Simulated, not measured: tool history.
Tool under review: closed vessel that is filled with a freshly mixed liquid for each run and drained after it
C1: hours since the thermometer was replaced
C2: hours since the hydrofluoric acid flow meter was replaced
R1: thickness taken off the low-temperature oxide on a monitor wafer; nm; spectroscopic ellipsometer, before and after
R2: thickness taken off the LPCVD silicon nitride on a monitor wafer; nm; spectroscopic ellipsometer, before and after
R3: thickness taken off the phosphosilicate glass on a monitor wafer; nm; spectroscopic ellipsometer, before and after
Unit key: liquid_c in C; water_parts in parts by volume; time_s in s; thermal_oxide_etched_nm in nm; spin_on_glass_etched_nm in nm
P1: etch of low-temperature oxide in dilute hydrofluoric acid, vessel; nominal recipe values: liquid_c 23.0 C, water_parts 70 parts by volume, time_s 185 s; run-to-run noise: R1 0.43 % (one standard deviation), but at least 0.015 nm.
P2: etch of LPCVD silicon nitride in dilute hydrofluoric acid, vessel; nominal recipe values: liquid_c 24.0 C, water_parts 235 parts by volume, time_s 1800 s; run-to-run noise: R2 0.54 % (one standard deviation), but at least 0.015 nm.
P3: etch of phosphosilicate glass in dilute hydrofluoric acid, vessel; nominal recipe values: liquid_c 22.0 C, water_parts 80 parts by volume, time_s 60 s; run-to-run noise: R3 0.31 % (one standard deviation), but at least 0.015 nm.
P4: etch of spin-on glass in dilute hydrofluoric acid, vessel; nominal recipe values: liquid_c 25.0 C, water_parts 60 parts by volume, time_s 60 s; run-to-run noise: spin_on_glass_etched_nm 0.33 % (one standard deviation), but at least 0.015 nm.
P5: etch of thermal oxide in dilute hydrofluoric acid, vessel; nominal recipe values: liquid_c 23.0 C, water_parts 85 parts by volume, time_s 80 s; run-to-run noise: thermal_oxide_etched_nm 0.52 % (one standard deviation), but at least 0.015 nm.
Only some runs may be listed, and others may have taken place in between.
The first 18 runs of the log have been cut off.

Run 19, hour 162.3: process P1, liquid_c 23.0 C, water_parts 70 parts by volume, time_s 185 s; C1 685.6; C2 132.5. Result: R1 32.8410 nm.
Run 20, hour 169.1: process P2, liquid_c 24.0 C, water_parts 235 parts by volume, time_s 720 s; C1 692.4; C2 139.3. Result: R2 1.7779 nm.
Run 21, hour 176.0: process P3, liquid_c 17.0 C, water_parts 80 parts by volume, time_s 60 s; C1 699.3; C2 146.2. Result: R3 104.54 nm.
Run 22, hour 184.3: process P5, liquid_c 23.0 C, water_parts 85 parts by volume, time_s 30 s; C1 707.6; C2 154.5. Result: thermal_oxide_etched_nm 1.7414 nm.
Run 23, hour 191.7: process P4, liquid_c 25.0 C, water_parts 20 parts by volume, time_s 60 s; C1 715.0; C2 161.9. Result: spin_on_glass_etched_nm 73.332 nm.
Run 24, hour 203.6: process P2, liquid_c 24.0 C, water_parts 235 parts by volume, time_s 1800 s; C1 726.9; C2 173.8. Result: R2 4.4436 nm.
Run 25, hour 213.1: process P1, liquid_c 17.0 C, water_parts 70 parts by volume, time_s 105 s; C1 736.4; C2 183.3. Result: R1 14.5040 nm.
Run 26, hour 220.6: process P5, liquid_c 29.0 C, water_parts 85 parts by volume, time_s 80 s; C1 743.9; C2 190.8. Result: thermal_oxide_etched_nm 5.8210 nm.
Run 27, hour 232.1: process P1, liquid_c 23.0 C, water_parts 40 parts by volume, time_s 185 s; C1 755.4; C2 202.3. Result: R1 60.2130 nm.
Run 28, hour 240.2: process P1, liquid_c 23.0 C, water_parts 30 parts by volume, time_s 310 s; C1 763.5; C2 210.4. Result: R1 136.1900 nm.
Run 29, hour 246.8: process P3, liquid_c 22.0 C, water_parts 80 parts by volume, time_s 60 s; C1 770.1; C2 217.0. Result: R3 128.91 nm.
Run 30, hour 256.9: process P1, liquid_c 23.0 C, water_parts 70 parts by volume, time_s 185 s; C1 780.2; C2 227.1. Result: R1 32.8290 nm.
Run 31, hour 264.1: process P1, liquid_c 23.0 C, water_parts 70 parts by volume, time_s 185 s; C1 787.4; C2 234.3. Result: R1 32.5150 nm.
Run 32, hour 272.4: process P1, liquid_c 23.0 C, water_parts 70 parts by volume, time_s 185 s; C1 795.7; C2 242.6. Result: R1 32.1340 nm.
Run 33, hour 283.5: process P1, liquid_c 23.0 C, water_parts 70 parts by volume, time_s 185 s; C1 806.8; C2 253.7. Result: R1 31.4940 nm.
Run 34, hour 289.6: process P1, liquid_c 23.0 C, water_parts 70 parts by volume, time_s 185 s; C1 812.9; C2 259.8. Result: R1 31.4960 nm.
Run 35, hour 298.9: process P1, liquid_c 23.0 C, water_parts 70 parts by volume, time_s 185 s; C1 822.2; C2 269.1. Result: R1 31.2700 nm.

The next listed run, before its measurement:
Run 36, hour 309.5: process P1, liquid_c 23.0 C, water_parts 70 parts by volume, time_s 185 s; C1 832.8; C2 279.7. Result: R1 ?.

R1: 31.2420 nm
